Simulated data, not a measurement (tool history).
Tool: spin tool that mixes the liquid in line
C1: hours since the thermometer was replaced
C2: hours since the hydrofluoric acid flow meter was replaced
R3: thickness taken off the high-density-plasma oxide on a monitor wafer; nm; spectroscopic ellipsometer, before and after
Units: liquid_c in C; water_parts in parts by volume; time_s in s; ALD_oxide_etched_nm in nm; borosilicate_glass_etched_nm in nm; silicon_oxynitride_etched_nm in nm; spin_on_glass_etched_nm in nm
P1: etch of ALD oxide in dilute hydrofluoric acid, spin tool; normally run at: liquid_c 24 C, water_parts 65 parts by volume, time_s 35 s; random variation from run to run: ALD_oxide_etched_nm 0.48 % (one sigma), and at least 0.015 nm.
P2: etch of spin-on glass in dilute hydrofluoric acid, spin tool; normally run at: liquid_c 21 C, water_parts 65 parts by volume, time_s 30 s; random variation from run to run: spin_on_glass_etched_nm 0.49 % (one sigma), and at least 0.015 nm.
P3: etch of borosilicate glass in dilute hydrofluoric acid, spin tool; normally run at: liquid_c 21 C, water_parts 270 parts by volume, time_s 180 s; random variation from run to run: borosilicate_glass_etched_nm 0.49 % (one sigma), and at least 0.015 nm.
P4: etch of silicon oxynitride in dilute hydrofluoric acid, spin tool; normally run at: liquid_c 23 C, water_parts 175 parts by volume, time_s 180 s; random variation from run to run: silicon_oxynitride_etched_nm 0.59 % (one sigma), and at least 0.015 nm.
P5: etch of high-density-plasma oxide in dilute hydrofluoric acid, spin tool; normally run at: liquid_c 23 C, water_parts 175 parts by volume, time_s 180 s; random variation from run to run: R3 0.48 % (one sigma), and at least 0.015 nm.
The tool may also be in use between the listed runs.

{"run": 1, "hour": 7.5, "process": "P1", "liquid_c": 24, "water_parts": 65, "time_s": 35, "C1": 761.7, "C2": 327.9, "ALD_oxide_etched_nm": 17.422}
{"run": 2, "hour": 17.9, "process": "P3", "liquid_c": 21, "water_parts": 270, "time_s": 180, "C1": 772.1, "C2": 338.3, "borosilicate_glass_etched_nm": 12.663}
{"run": 3, "hour": 25.2, "process": "P1", "liquid_c": 17, "water_parts": 65, "time_s": 15, "C1": 779.4, "C2": 345.6, "ALD_oxide_etched_nm": 5.5539}
{"run": 4, "hour": 37.4, "process": "P5", "liquid_c": 23, "water_parts": 175, "time_s": 20, "C1": 791.6, "C2": 357.8, "R3": 0.64159}
{"run": 5, "hour": 51.2, "process": "P4", "liquid_c": 23, "water_parts": 270, "time_s": 180, "C1": 805.4, "C2": 371.6, "silicon_oxynitride_etched_nm": 2.2627}
{"run": 6, "hour": 58.6, "process": "P5", "liquid_c": 23, "water_parts": 70, "time_s": 180, "C1": 812.8, "C2": 379, "R3": 16.484}
{"run": 7, "hour": 70.9, "process": "P1", "liquid_c": 24, "water_parts": 25, "time_s": 35, "C1": 825.1, "C2": 391.3, "ALD_oxide_etched_nm": 47.714}
{"run": 8, "hour": 82.5, "process": "P5", "liquid_c": 23, "water_parts": 175, "time_s": 180, "C1": 836.7, "C2": 402.9, "R3": 5.8395}
{"run": 9, "hour": 93.5, "process": "P1", "liquid_c": 18.5, "water_parts": 65, "time_s": 35, "C1": 847.7, "C2": 413.9, "ALD_oxide_etched_nm": 13.89}
{"run": 10, "hour": 108.2, "process": "P1", "liquid_c": 24, "water_parts": 65, "time_s": 60, "C1": 862.4, "C2": 428.6, "ALD_oxide_etched_nm": 29.937}
{"run": 11, "hour": 122.2, "process": "P2", "liquid_c": 21, "water_parts": 65, "time_s": 50, "C1": 876.4, "C2": 442.6, "spin_on_glass_etched_nm": 33.955}
{"run": 12, "hour": 133.3, "process": "P1", "liquid_c": 24, "water_parts": 65, "time_s": 35, "C1": 887.5, "C2": 453.7, "ALD_oxide_etched_nm": 17.323}
{"run": 13, "hour": 145.4, "process": "P5", "liquid_c": 23, "water_parts": 175, "time_s": 180, "C1": 899.6, "C2": 465.8, "R3": 5.8196}
{"run": 14, "hour": 159.2, "process": "P2", "liquid_c": 21, "water_parts": 65, "time_s": 30, "C1": 913.4, "C2": 479.6, "spin_on_glass_etched_nm": 20.341}
{"run": 15, "hour": 167.7, "process": "P4", "liquid_c": 19.5, "water_parts": 175, "time_s": 180, "C1": 921.9, "C2": 488.1, "silicon_oxynitride_etched_nm": 3.1813}
{"run": 16, "hour": 176.9, "process": "P5", "liquid_c": 17, "water_parts": 175, "time_s": 180, "C1": 931.1, "C2": 497.3, "R3": 4.6487}
{"run": 17, "hour": 188.0, "process": "P1", "liquid_c": 24, "water_parts": 65, "time_s": 35, "C1": 942.2, "C2": 508.4, "ALD_oxide_etched_nm": 17.553}
{"run": 18, "hour": 196.3, "process": "P2", "liquid_c": 28, "water_parts": 65, "time_s": 30, "C1": 950.5, "C2": 516.7, "spin_on_glass_etched_nm": 26.888}
{"run": 19, "hour": 208.9, "process": "P3", "liquid_c": 21, "water_parts": 270, "time_s": 280, "C1": 963.1, "C2": 529.3, "borosilicate_glass_etched_nm": 19.635}
{"run": 20, "hour": 221.2, "process": "P1", "liquid_c": 24, "water_parts": 65, "time_s": 35, "C1": 975.4, "C2": 541.6, "ALD_oxide_etched_nm": 17.617}
{"run": 21, "hour": 234.4, "process": "P1", "liquid_c": 24, "water_parts": 65, "time_s": 35, "C1": 988.6, "C2": 554.8, "ALD_oxide_etched_nm": 17.487}
{"run": 22, "hour": 243.8, "process": "P4", "liquid_c": 23, "water_parts": 175, "time_s": 180, "C1": 998, "C2": 564.2, "silicon_oxynitride_etched_nm": 3.7732}
{"run": 23, "hour": 253.5, "process": "P1", "liquid_c": 29.5, "water_parts": 20, "time_s": 35, "C1": 1007.7, "C2": 573.9, "ALD_oxide_etched_nm": 75.481}
{"run": 24, "hour": 267.0, "process": "P2", "liquid_c": 21, "water_parts": 110, "time_s": 30, "C1": 1021.2, "C2": 587.4, "spin_on_glass_etched_nm": 11.35}
{"run": 25, "hour": 281.8, "process": "P3", "liquid_c": 27.5, "water_parts": 270, "time_s": 180, "C1": 1036, "C2": 602.2, "borosilicate_glass_etched_nm": 15.733}
{"run": 26, "hour": 293.1, "process": "P1", "liquid_c": 24, "water_parts": 100, "time_s": 35, "C1": 1047.3, "C2": 613.5, "ALD_oxide_etched_nm": 10.939}
{"run": 27, "hour": 307.8, "process": "P4", "liquid_c": 23, "water_parts": 175, "time_s": 180, "C1": 1062, "C2": 628.2, "silicon_oxynitride_etched_nm": 3.7423}
{"run": 28, "hour": 316.3, "process": "P1", "liquid_c": 17, "water_parts": 40, "time_s": 35, "C1": 1070.5, "C2": 636.7, "ALD_oxide_etched_nm": 21.592}
{"run": 29, "hour": 329.3, "process": "P4", "liquid_c": 23, "water_parts": 175, "time_s": 15, "C1": 1083.5, "C2": 649.7, "silicon_oxynitride_etched_nm": 0.33587}
{"run": 30, "hour": 342.0, "process": "P1", "liquid_c": 24, "water_parts": 65, "time_s": 15, "C1": 1096.2, "C2": 662.4, "ALD_oxide_etched_nm": 7.5342}
{"run": 31, "hour": 356.0, "process": "P3", "liquid_c": 21, "water_parts": 85, "time_s": 180, "C1": 1110.2, "C2": 676.4, "borosilicate_glass_etched_nm": 48.577}
{"run": 32, "hour": 365.4, "process": "P1", "liquid_c": 30.5, "water_parts": 65, "time_s": 35, "C1": 1119.6, "C2": 685.8, "ALD_oxide_etched_nm": 22.707}
{"run": 33, "hour": 374.8, "process": "P1", "liquid_c": 24, "water_parts": 65, "time_s": 35, "C1": 1129, "C2": 695.2, "ALD_oxide_etched_nm": 17.61}
{"run": 34, "hour": 387.8, "process": "P1", "liquid_c": 24, "water_parts": 65, "time_s": 35, "C1": 1142, "C2": 708.2, "ALD_oxide_etched_nm": 16.832}
{"run": 35, "hour": 402.2, "process": "P1", "liquid_c": 24, "water_parts": 65, "time_s": 35, "C1": 1156.4, "C2": 722.6, "ALD_oxide_etched_nm": 16.313}
{"run": 36, "hour": 415.2, "process": "P1", "liquid_c": 24, "water_parts": 65, "time_s": 35, "C1": 1169.4, "C2": 735.6, "ALD_oxide_etched_nm": 16.061}
{"run": 37, "hour": 424.1, "process": "P1", "liquid_c": 24, "water_parts": 65, "time_s": 35, "C1": 1178.3, "C2": 744.5, "ALD_oxide_etched_nm": 16.319}
{"run": 38, "hour": 432.3, "process": "P1", "liquid_c": 24, "water_parts": 65, "time_s": 35, "C1": 1186.5, "C2": 752.7, "ALD_oxide_etched_nm": 16.093}
{"run": 39, "hour": 440.0, "process": "P1", "liquid_c": 24, "water_parts": 65, "time_s": 35, "C1": 1194.2, "C2": 760.4, "ALD_oxide_etched_nm": 15.93}
{"run": 40, "hour": 447.6, "process": "P1", "liquid_c": 24, "water_parts": 65, "time_s": 35, "C1": 1201.8, "C2": 768, "ALD_oxide_etched_nm": 15.992}
{"run": 41, "hour": 459.5, "process": "P1", "liquid_c": 24, "water_parts": 65, "time_s": 35, "C1": 1213.7, "C2": 779.9, "ALD_oxide_etched_nm": 15.85}
{"run": 42, "hour": 473.9, "process": "P1", "liquid_c": 24, "water_parts": 65, "time_s": 35, "C1": 1228.1, "C2": 794.3, "ALD_oxide_etched_nm": 15.935}
{"run": 43, "hour": 482.6, "process": "P1", "liquid_c": 24, "water_parts": 65, "time_s": 35, "C1": 1236.8, "C2": 803, "ALD_oxide_etched_nm": 15.745}

What P1 gives has crept away from where it was. These 2 causes fit the log equally well, each at the size given:
A: hydrofluoric acid flow below the setpoint (%) = 8.42
B: liquid colder than its thermometer reads (K) = 2.34
The creep began at about hour 374.8.

4 check runs are offered, each on 2 wafers whose results are averaged, their results left as question marks. Which one tells the causes apart?
{"run": "check 1", "hour": 491.3, "process": "P4", "liquid_c": 23, "water_parts": 265, "time_s": 180, "silicon_oxynitride_etched_nm": "?"}
{"run": "check 2", "hour": 491.3, "process": "P2", "liquid_c": 21, "water_parts": 95, "time_s": 30, "spin_on_glass_etched_nm": "?"}
{"run": "check 3", "hour": 491.3, "process": "P3", "liquid_c": 26.5, "water_parts": 270, "time_s": 275, "borosilicate_glass_etched_nm": "?"}
{"run": "check 4", "hour": 491.3, "process": "P5", "liquid_c": 17, "water_parts": 175, "time_s": 180, "R3": "?"}

What each check would give under each cause:
check=check_1 result=silicon_oxynitride_etched_nm if_A=2.0923 if_B=2.0944
check=check_2 result=spin_on_glass_etched_nm if_A=12.186 if_B=12.203
check=check_3 result=borosilicate_glass_etched_nm if_A=20.843 if_B=21.529
check=check_4 result=R3 if_A=4.1724 if_B=4.2026
How far apart the two closest causes lie, in the result that separates them most: check 1 0.1 %; check 2 0.13 %; check 3 3.24 %; check 4 0.72 %
Only check 3 tells the causes apart: in the others they would give nearly the same result.

Check 3 was then run and gave: borosilicate_glass_etched_nm 20.876 nm. Which cause is it?

It is A: hydrofluoric acid flow below the setpoint (%).
